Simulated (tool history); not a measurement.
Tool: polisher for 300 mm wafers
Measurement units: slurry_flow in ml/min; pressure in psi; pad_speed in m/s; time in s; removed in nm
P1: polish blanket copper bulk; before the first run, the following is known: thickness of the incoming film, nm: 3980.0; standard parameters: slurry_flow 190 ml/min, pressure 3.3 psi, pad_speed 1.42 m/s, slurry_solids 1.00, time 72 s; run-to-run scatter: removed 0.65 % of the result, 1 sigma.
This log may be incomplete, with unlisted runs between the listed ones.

run	hour	slurry_flow	pressure	pad_speed	slurry_solids	time	wafers polished on this pad	hours since the slurry nozzle was cleaned	hours since the head pressure was calibrated	hours since the slurry blender was calibrated	removed
1	5.4	190	3.3	1.42	1.00	72	663	169.1	763.8	258.8	978.15
2	8.8	190	3.3	1.42	1.25	37	697	172.5	767.2	262.2	526.75
3	15.7	190	3.3	1.42	1.00	72	765	179.4	774.1	269.1	959.57
# hour 17.6: slurry nozzle cleaned
4	20.7	190	3.3	1.42	1.00	39	815	3.1	779.1	274.1	526.03
5	25.0	190	3.3	1.42	1.00	113	857	7.4	783.4	278.4	1518.80
6	31.0	190	3.3	2.02	1.00	72	917	13.4	789.4	284.4	1377.90
7	35.4	190	5.1	1.42	1.00	72	960	17.8	793.8	288.8	1493.40
8	42.5	190	3.3	1.42	0.70	72	1031	24.9	800.9	295.9	910.01
9	45.9	190	3.3	1.42	1.00	72	1064	28.3	804.3	299.3	977.13
10	51.9	275	3.3	1.42	1.00	72	1124	34.3	810.3	305.3	1016.60
11	56.9	115	3.3	1.42	1.00	72	1173	39.3	815.3	310.3	881.69
12	64.1	140	3.3	0.72	1.00	72	1244	46.5	822.5	317.5	468.27
13	68.8	190	2.3	1.42	1.00	72	1291	51.2	827.2	322.2	681.21
14	75.8	190	3.3	1.42	1.30	72	1360	58.2	834.2	329.2	1029.70
15	83.0	190	3.3	0.66	1.00	72	1431	65.4	841.4	336.4	447.30
# hour 85.2: head pressure recalibrated
16	88.1	190	3.3	1.42	1.00	72	1482	70.5	3.0	341.5	968.32
17	92.4	190	3.3	2.10	0.65	72	1524	74.8	7.3	345.8	1325.30
18	98.4	190	3.3	1.42	1.00	72	1584	80.8	13.3	351.8	973.87
19	104.6	190	3.3	1.42	1.00	72	1645	87.0	19.5	358.0	976.53
20	108.8	190	3.3	1.42	1.00	72	1687	91.2	23.7	362.2	950.54
21	112.8	190	3.3	1.42	1.00	72	1726	95.2	27.7	366.2	917.41
22	116.9	190	3.3	1.42	1.00	72	1767	99.3	31.8	370.3	910.41
23	122.0	190	3.3	1.42	1.00	72	1817	104.4	36.9	375.4	902.38
24	127.8	190	3.3	1.42	1.00	72	1875	110.2	42.7	381.2	898.22
# hour 130.7: slurry blender recalibrated
25	132.7	190	3.3	1.42	1.00	72	1923	115.1	47.6	2.1	895.28
# hour 136.5: head pressure recalibrated
26	137.8	190	3.3	1.42	1.00	72	1974	120.2	1.4	7.2	886.22
27	144.7	190	3.3	1.42	1.00	72	2042	127.1	8.3	14.1	892.79
28	148.2	190	3.3	1.42	1.00	72	2077	130.6	11.8	17.6	881.38

Compared with where it was, what P1 gives has crept away. Each cause listed below fits the log as well as the rest, at the size given for it:
A: removal rate lost through wear of the pad, % = 8.45
B: slurry flow missing at the pad, % = 39.4
The drift started at roughly hour 104.6.
Ruled out, with reasons:
head's pressure below its setpoint, %: serviced at hour 136.5, after the change had begun; the process did not return to its earlier output
abrasive missing from the slurry, %: serviced at hour 130.7, after the change had begun; the process did not return to its earlier output

Which of the 4 check runs listed below, each an average over 5 wafers with its results shown as question marks, gives clearly different results under the different listed causes?
check 1	151.7	190	3.3	2.00	1.00	108					?
check 2	151.7	190	5.0	1.42	0.80	72					?
check 3	151.7	190	3.3	0.70	1.00	39					?
check 4	151.7	265	3.3	0.94	1.00	72					?

If the cause were each of the candidates in turn, the checks would give the following:
check	result	if A	if B
check 1	removed	1875.60	1875.90
check 2	removed	1283.20	1283.30
check 3	removed	237.06	237.09
check 4	removed	611.36	625.97
How far apart the two closest causes lie, in the result that separates them most: check 1 0.01 %; check 2 0.01 %; check 3 0.01 %; check 4 2.36 %
Of the check runs offered, only check 4 discriminates between the causes; the rest would read about the same regardless of which cause applies.

The results of check 4 are: removed 612.02 nm. Based on these, which of the listed causes is it?

Of the candidate causes, it is A: removal rate lost through wear of the pad, %.
